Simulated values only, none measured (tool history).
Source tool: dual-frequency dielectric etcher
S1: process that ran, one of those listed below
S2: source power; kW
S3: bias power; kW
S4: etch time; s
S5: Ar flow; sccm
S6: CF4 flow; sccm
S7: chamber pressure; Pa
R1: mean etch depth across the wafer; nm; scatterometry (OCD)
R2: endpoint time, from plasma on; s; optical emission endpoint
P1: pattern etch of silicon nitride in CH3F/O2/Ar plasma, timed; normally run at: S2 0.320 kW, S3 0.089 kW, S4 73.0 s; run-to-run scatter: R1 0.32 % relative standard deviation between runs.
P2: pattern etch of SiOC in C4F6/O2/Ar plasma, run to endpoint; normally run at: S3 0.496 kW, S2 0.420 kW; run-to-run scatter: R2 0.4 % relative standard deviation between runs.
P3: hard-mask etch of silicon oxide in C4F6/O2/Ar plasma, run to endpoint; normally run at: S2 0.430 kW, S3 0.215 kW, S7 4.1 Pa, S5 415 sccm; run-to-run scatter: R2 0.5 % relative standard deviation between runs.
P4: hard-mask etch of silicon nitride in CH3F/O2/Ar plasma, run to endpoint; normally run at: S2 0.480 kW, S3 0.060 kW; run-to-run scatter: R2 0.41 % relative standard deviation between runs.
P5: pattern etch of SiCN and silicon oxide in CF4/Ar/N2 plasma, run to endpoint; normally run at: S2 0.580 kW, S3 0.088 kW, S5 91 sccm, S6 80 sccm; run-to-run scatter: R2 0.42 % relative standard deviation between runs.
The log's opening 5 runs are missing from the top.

run     day  S1     S2     S3    S4   S5  S6   S7      R1       R2
  6   2.646  P3  0.510  0.215        415      4.1          62.2580
  7   2.975  P4  0.480  0.060                              47.0630
  8   3.321  P4  0.480  0.042                              52.7400
  9   3.833  P1  0.230  0.089  73.0                45.477
 10   4.346  P4  0.480  0.060                              47.1170
 11   4.929  P3  0.430  0.215        415      4.1          66.6790
 12   5.371  P3  0.430  0.215        415      4.1          66.4290
 13   5.700  P5  0.580  0.119         91  80               13.7730
 14   6.025  P1  0.410  0.069  73.0                51.562
 15   6.588  P5  0.580  0.088         73  80               14.8320
 16   6.896  P1  0.320  0.089  43.5                30.575
 17   7.275  P3  0.430  0.215        415      5.7          68.9080
 18   7.650  P3  0.430  0.138        415      4.1          76.3700
 19   7.958  P4  0.290  0.060                              57.5270
 20   8.538  P1  0.320  0.105  73.0                54.988
 21   8.879  P3  0.430  0.215        241      4.1          62.9520
 22   9.229  P2  0.420  0.660                               9.7336
 23   9.675  P5  0.790  0.088         91  80               11.7230
 24  10.042  P2  0.420  0.496                              10.8480

Predict the results of run 25:
 25  10.508  P5  0.580  0.088      91  80           ?

Run 25 yielded R2 15.2340 s.
